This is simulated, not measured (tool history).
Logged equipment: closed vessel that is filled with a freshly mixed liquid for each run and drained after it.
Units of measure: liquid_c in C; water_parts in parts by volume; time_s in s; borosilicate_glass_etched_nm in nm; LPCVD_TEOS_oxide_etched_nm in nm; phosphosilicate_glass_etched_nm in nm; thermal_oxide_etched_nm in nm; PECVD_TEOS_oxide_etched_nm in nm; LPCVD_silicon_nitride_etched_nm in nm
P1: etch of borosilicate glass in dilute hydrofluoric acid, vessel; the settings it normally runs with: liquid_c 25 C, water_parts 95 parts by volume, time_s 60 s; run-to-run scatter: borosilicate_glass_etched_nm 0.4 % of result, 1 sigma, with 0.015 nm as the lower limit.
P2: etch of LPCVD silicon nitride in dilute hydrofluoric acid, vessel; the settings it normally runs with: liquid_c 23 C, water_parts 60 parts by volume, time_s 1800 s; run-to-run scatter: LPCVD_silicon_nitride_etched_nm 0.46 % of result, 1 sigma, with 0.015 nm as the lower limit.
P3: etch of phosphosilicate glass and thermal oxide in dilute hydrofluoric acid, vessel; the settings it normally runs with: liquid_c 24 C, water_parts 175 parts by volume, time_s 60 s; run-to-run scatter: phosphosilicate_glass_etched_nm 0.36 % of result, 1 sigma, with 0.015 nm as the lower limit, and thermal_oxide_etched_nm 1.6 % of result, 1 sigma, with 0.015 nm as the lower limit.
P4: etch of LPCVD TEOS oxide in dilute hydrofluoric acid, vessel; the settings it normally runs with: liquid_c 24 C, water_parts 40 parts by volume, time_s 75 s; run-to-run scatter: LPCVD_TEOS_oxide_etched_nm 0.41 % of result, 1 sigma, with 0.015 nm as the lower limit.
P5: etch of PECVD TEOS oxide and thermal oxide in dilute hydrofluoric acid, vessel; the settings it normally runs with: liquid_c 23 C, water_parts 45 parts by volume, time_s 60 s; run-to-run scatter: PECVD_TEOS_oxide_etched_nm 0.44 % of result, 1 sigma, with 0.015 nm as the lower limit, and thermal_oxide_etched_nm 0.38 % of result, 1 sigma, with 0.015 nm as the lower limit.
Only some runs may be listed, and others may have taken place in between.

run,day,process,liquid_c,water_parts,time_s,hours since the thermometer was replaced,hours since the hydrofluoric acid flow meter was replaced,borosilicate_glass_etched_nm,LPCVD_TEOS_oxide_etched_nm,phosphosilicate_glass_etched_nm,thermal_oxide_etched_nm,PECVD_TEOS_oxide_etched_nm,LPCVD_silicon_nitride_etched_nm
1,0.396,P1,25,95,60,608.3,1082.8,26.881,,,,,
2,0.612,P1,25,95,60,613.5,1088,26.959,,,,,
3,0.962,P1,25,95,60,621.9,1096.4,26.774,,,,,
4,1.375,P4,24,40,75,631.8,1106.3,,34.099,,,,
5,1.733,P3,24,175,100,640.4,1114.9,,,32.198,2.4988,,
6,2.021,P1,25,95,95,647.3,1121.8,42.619,,,,,
7,2.296,P1,25,170,60,653.9,1128.4,13.733,,,,,
8,2.567,P1,25,50,60,660.4,1134.9,54.322,,,,,
9,2.908,P1,25,95,60,668.6,1143.1,27.004,,,,,
10,3.217,P5,23,45,60,676,1150.5,,,,6.6078,15.987,
11,3.608,P4,17.5,40,75,685.4,1159.9,,25.687,,,,
12,3.942,P4,24,40,30,693.4,1167.9,,13.544,,,,
13,4.308,P1,17.5,175,60,702.2,1176.7,10.026,,,,,
14,4.575,P5,17,45,60,708.6,1183.1,,,,5.1615,12.291,
15,4.812,P5,23,80,60,714.3,1188.8,,,,3.5746,8.5713,
16,5.204,P5,23,45,30,723.7,1198.2,,,,3.3093,8.0104,
17,5.492,P1,31,95,60,730.6,1205.1,34.128,,,,,
18,5.729,P3,24,30,60,736.3,1210.8,,,134.42,10.358,,
19,6.121,P3,24,175,60,745.7,1220.2,,,19.228,1.504,,
20,6.488,P1,25,95,60,754.5,1229,26.77,,,,,
21,6.946,P3,30.5,175,60,765.5,1240,,,24.513,1.8498,,
22,7.167,P1,17.5,95,60,770.8,1245.3,19.942,,,,,
23,7.546,P1,25,95,30,779.9,1254.4,13.464,,,,,
24,7.896,P4,24,65,75,788.3,1262.8,,20.435,,,,
25,8.338,P1,25,95,60,798.9,1273.4,26.966,,,,,
26,8.646,P2,17.5,60,1800,806.3,1280.8,,,,,,9.4789
27,9.062,P2,23,60,1800,816.3,1290.8,,,,,,13.678
28,9.358,P5,23,45,60,823.4,1297.9,,,,6.6031,15.958,
29,9.588,P2,23,95,1800,828.9,1303.4,,,,,,8.7499
30,9.954,P2,23,60,185,837.7,1312.2,,,,,,1.4376
31,10.333,P1,17.5,45,60,846.8,1321.3,44.013,,,,,
32,10.688,P1,25,95,60,855.3,1329.8,26.899,,,,,
33,11.1,P1,25,95,60,865.2,1339.7,26.866,,,,,
34,11.429,P1,25,95,60,873.1,1347.6,27.619,,,,,
35,11.854,P1,25,95,60,883.3,1357.8,28.221,,,,,
36,12.167,P1,25,95,60,890.8,1365.3,28.58,,,,,
37,12.442,P1,25,95,60,897.4,1371.9,28.791,,,,,
38,12.829,P1,25,95,60,906.7,1381.2,28.83,,,,,
39,13.238,P1,25,95,60,916.5,1391,28.732,,,,,
40,13.5,P1,25,95,60,922.8,1397.3,28.911,,,,,
41,13.933,P1,25,95,60,933.2,1407.7,29.068,,,,,

P1 has crept away from where it was. The log is fitted equally well by each of these 2 causes, at the sizes shown:
A: hydrofluoric acid flow above the setpoint (%) = 6.68
B: liquid hotter than its thermometer reads (K) = 1.85
The onset of the drift is placed at about day 11.1.

Listed below are the offered check runs, one wafer per run, with question marks in place of results. For which of them would the causes give clearly different outcomes?
check 1,14.367,P5,23,75,60,,,,,,?,?,
check 2,14.367,P3,27.5,50,60,,,,,?,?,,
check 3,14.367,P4,24,40,30,,,,?,,,,
check 4,14.367,P2,19.5,90,1800,,,,,,,,?

If the cause were each of the candidates in turn, the checks would give the following:
check,result,if A,if B
check 1,thermal_oxide_etched_nm,4.1072,4.1241
check 1,PECVD_TEOS_oxide_etched_nm,9.9143,9.9552
check 2,phosphosilicate_glass_etched_nm,97.296,97.718
check 2,thermal_oxide_etched_nm,7.4838,7.5163
check 3,LPCVD_TEOS_oxide_etched_nm,14.605,14.727
check 4,LPCVD_silicon_nitride_etched_nm,7.7674,8.2719
Distance between the nearest two causes, measured in the result of the check that separates them most: check 1 0.41 %; check 2 0.43 %; check 3 0.83 %; check 4 6.29 %
The other checks would show nearly matching results whichever cause is true, so check 4 is the only one that separates the causes.

With check 4 done, the readings were: LPCVD_silicon_nitride_etched_nm 8.2768 nm. Identify which of the listed causes applies.

It is B: liquid hotter than its thermometer reads (K).
